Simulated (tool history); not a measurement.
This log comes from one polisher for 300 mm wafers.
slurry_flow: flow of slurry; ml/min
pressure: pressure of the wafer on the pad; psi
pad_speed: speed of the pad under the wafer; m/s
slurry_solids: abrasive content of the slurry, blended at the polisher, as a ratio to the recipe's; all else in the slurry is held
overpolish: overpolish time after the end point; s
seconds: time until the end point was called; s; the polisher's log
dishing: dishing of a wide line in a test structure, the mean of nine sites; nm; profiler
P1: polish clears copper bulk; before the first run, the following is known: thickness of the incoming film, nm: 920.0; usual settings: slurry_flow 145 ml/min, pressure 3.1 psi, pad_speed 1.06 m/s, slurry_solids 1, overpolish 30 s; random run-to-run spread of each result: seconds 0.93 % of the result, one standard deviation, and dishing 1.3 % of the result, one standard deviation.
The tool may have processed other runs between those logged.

| run | day | slurry_flow | pressure | pad_speed | slurry_solids | overpolish | wafers polished on this pad | hours since the slurry nozzle was cleaned | hours since the head pressure was calibrated | hours since the slurry blender was calibrated | seconds | dishing |
|---|---|---|---|---|---|---|---|---|---|---|---|---|
| 1 | 0.242 | 145 | 3.1 | 1.06 | 1 | 30 | 394 | 184.3 | 208.6 | 75.6 | 76.899 | 89.592 |
| 2 | 0.429 | 95 | 3.1 | 1.06 | 1 | 30 | 430 | 188.8 | 213.1 | 80.1 | 83.76 | 91.224 |
| 3 | 0.662 | 145 | 3.1 | 1.06 | 1 | 51 | 475 | 194.4 | 218.7 | 85.7 | 76.331 | 94.519 |
| 4 | 0.867 | 145 | 3.1 | 1.06 | 1 | 17 | 514 | 199.3 | 223.6 | 90.6 | 75.873 | 78.791 |
| 5 | 1.079 | 145 | 3.1 | 1.7 | 1 | 30 | 555 | 204.4 | 228.7 | 95.7 | 47.403 | 93.347 |
| 6 | 1.354 | 85 | 2.3 | 1.06 | 1 | 30 | 608 | 211 | 235.3 | 102.3 | 115.13 | 78.362 |
| 7 | 1.596 | 145 | 3.1 | 1.06 | 1 | 30 | 655 | 216.8 | 241.1 | 108.1 | 76.048 | 89.07 |
| 8 | 1.825 | 145 | 3.1 | 1.06 | 0.65 | 30 | 699 | 222.3 | 246.6 | 113.6 | 82.623 | 89.722 |
| 9 | 1.992 | 220 | 3.1 | 1.06 | 1 | 30 | 731 | 226.3 | 250.6 | 117.6 | 71.287 | 90.275 |
| 10 | 2.275 | 145 | 3.1 | 0.68 | 1 | 30 | 786 | 233.1 | 257.4 | 124.4 | 118.9 | 81.04 |
| 11 | 2.479 | 145 | 3.1 | 1.06 | 1 | 30 | 825 | 238 | 262.3 | 129.3 | 76.241 | 89.054 |
| 12 | 2.688 | 145 | 3.1 | 1.06 | 1 | 30 | 865 | 243 | 267.3 | 134.3 | 75.9 | 89.742 |
| 13 | 2.954 | 145 | 1.6 | 1.06 | 1 | 30 | 917 | 249.4 | 273.7 | 140.7 | 147.72 | 69.091 |
| 14 | 3.179 | 145 | 3.1 | 0.74 | 1.3 | 30 | 960 | 254.8 | 279.1 | 146.1 | 103.13 | 87.545 |
| 15 | 3.329 | 145 | 3.1 | 1.06 | 1 | 30 | 989 | 258.4 | 282.7 | 149.7 | 75.772 | 92.283 |
| 16 | 3.571 | 145 | 3.1 | 1.06 | 1 | 30 | 1035 | 264.2 | 288.5 | 155.5 | 74.908 | 88.634 |
| 17 | 3.808 | 145 | 3.1 | 1.06 | 1.45 | 30 | 1081 | 269.9 | 294.2 | 161.2 | 69.526 | 91.968 |
| 18 | 3.946 | 145 | 4.7 | 1.06 | 1 | 30 | 1108 | 273.2 | 297.5 | 164.5 | 49.493 | 98.998 |
| 19 | 4.179 | 145 | 3.1 | 1.06 | 1 | 30 | 1152 | 278.8 | 303.1 | 170.1 | 77.179 | 89.299 |
| 20 | 4.338 | 145 | 3.1 | 1.06 | 1 | 30 | 1183 | 282.6 | 306.9 | 173.9 | 78.593 | 88.766 |
| 21 | 4.612 | 145 | 3.1 | 1.06 | 1 | 30 | 1236 | 289.2 | 313.5 | 180.5 | 81.056 | 89.096 |
| 22 | 4.896 | 145 | 3.1 | 1.06 | 1 | 30 | 1290 | 296 | 320.3 | 187.3 | 83.472 | 88.086 |
| 23 | 5.117 | 145 | 3.1 | 1.06 | 1 | 30 | 1333 | 301.3 | 325.6 | 192.6 | 83.306 | 87.687 |
|  | 5.162 | head pressure recalibrated |
|  | 5.217 | slurry blender recalibrated |
| 24 | 5.3 | 145 | 3.1 | 1.06 | 1 | 30 | 1368 | 305.7 | 3.3 | 2 | 84.276 | 91.64 |
| 25 | 5.562 | 145 | 3.1 | 1.06 | 1 | 30 | 1419 | 312 | 9.6 | 8.3 | 85.274 | 88.359 |
| 26 | 5.85 | 145 | 3.1 | 1.06 | 1 | 30 | 1474 | 318.9 | 16.5 | 15.2 | 85.169 | 89.555 |
| 27 | 6.117 | 145 | 3.1 | 1.06 | 1 | 30 | 1526 | 325.3 | 22.9 | 21.6 | 84.852 | 86.961 |

The log shows P1 creeping away from where it was. Any of the 2 causes listed here, at the size stated for it, fits the log just as well as the others:
A: slurry flow missing at the pad, % = 39.5
B: removal rate lost through wear of the pad, % = 10.8
Onset of the creep was near day 4.179.
Every other cause this tool's parts could produce, and why it does not fit the log:
head's pressure below its setpoint, %: serviced after onset, at day 5.162, with no recovery of the prior output
abrasive missing from the slurry, %: serviced after onset, at day 5.217, with no recovery of the prior output

Consider the 4 check runs below, whose results appear as question marks and each of which averages 5 wafers. Which one distinguishes the causes, in that each cause would give it a clearly different result?
| check 1 | 6.383 | 105 | 3.1 | 1.06 | 1 | 18 |  |  |  |  | ? | ? |
| check 2 | 6.383 | 145 | 3.1 | 1.46 | 1 | 51 |  |  |  |  | ? | ? |
| check 3 | 6.383 | 145 | 4.5 | 1.06 | 1 | 30 |  |  |  |  | ? | ? |
| check 4 | 6.383 | 145 | 1.7 | 1.06 | 1 | 30 |  |  |  |  | ? | ? |

If the cause were each of the candidates in turn, the checks would give the following:
| check | result | if A | if B |
|---|---|---|---|
| check 1 | seconds | 94.3 | 90.943 |
| check 1 | dishing | 73.58 | 74.721 |
| check 2 | seconds | 61.705 | 61.745 |
| check 2 | dishing | 94.676 | 94.675 |
| check 3 | seconds | 58.549 | 58.587 |
| check 3 | dishing | 98.278 | 98.272 |
| check 4 | seconds | 154.98 | 155.08 |
| check 4 | dishing | 68.404 | 68.387 |
Smallest distance between any two causes, each pair judged by its most separating result, in per cent: check 1 3.62 %; check 2 0.06 %; check 3 0.06 %; check 4 0.06 %
The causes can be told apart only by check 1. The other checks would give nearly the same results under each of them.

After running check 1, the following was obtained: seconds 91.105 s; dishing 74.765 nm. Which cause does this point to?

It was cause B: removal rate lost through wear of the pad, %.
